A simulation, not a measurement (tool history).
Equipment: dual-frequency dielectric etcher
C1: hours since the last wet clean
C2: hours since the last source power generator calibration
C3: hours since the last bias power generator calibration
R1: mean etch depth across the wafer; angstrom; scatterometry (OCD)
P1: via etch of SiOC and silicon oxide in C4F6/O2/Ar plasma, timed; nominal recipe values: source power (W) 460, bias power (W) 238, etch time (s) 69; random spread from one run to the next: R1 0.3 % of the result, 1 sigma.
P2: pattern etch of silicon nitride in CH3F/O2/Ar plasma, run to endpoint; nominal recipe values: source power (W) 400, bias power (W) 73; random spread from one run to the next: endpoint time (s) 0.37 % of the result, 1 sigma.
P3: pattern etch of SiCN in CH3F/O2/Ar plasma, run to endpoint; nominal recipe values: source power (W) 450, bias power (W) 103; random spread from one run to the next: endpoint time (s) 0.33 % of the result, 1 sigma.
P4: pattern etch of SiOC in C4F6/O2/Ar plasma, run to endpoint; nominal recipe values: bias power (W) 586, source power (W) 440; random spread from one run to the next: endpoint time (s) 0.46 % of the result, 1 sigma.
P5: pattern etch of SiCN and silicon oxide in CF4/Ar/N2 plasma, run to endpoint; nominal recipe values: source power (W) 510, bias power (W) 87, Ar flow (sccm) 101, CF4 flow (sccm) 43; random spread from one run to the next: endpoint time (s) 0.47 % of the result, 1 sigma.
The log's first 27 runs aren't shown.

{"run": 28, "day": 7.05, "process that ran": "P5", "source power (W)": 510, "bias power (W)": 51, "Ar flow (sccm)": 101, "CF4 flow (sccm)": 43, "C1": 339.4, "C2": 1193.6, "C3": 2748.4, "endpoint time (s)": 14.535}
{"run": 29, "day": 7.338, "process that ran": "P3", "source power (W)": 450, "bias power (W)": 133, "C1": 346.3, "C2": 1200.5, "C3": 2755.3, "endpoint time (s)": 19.469}
{"run": 30, "day": 7.612, "process that ran": "P4", "source power (W)": 440, "bias power (W)": 586, "C1": 352.9, "C2": 1207.1, "C3": 2761.9, "endpoint time (s)": 15.192}
{"run": 31, "day": 7.9, "process that ran": "P2", "source power (W)": 400, "bias power (W)": 73, "C1": 359.8, "C2": 1214, "C3": 2768.8, "endpoint time (s)": 26.287}
{"run": 32, "day": 8.238, "process that ran": "P1", "source power (W)": 460, "bias power (W)": 238, "etch time (s)": 69, "C1": 367.9, "C2": 1222.1, "C3": 2776.9, "R1": 912.18}
{"run": 33, "day": 8.392, "process that ran": "P1", "source power (W)": 460, "bias power (W)": 238, "etch time (s)": 69, "C1": 371.6, "C2": 1225.8, "C3": 2780.6, "R1": 913.6}
{"run": 34, "day": 8.546, "process that ran": "P1", "source power (W)": 460, "bias power (W)": 238, "etch time (s)": 69, "C1": 375.3, "C2": 1229.5, "C3": 2784.3, "R1": 916.99}
{"run": 35, "day": 8.775, "process that ran": "P1", "source power (W)": 460, "bias power (W)": 238, "etch time (s)": 69, "C1": 380.8, "C2": 1235, "C3": 2789.8, "R1": 917.22}
{"run": 36, "day": 9.029, "process that ran": "P1", "source power (W)": 460, "bias power (W)": 238, "etch time (s)": 69, "C1": 386.9, "C2": 1241.1, "C3": 2795.9, "R1": 924.46}
{"run": 37, "day": 9.35, "process that ran": "P1", "source power (W)": 460, "bias power (W)": 238, "etch time (s)": 69, "C1": 394.6, "C2": 1248.8, "C3": 2803.6, "R1": 924.65}

The next listed run, before its measurement:
{"day": 9.633, "done": "wet clean of the chamber"}
{"run": 38, "day": 9.65, "process that ran": "P1", "source power (W)": 460, "bias power (W)": 238, "etch time (s)": 69, "C1": 0.4, "C2": 1256, "C3": 2810.8, "R1": "?"}

{"run 38": {"R1": 928.23}}
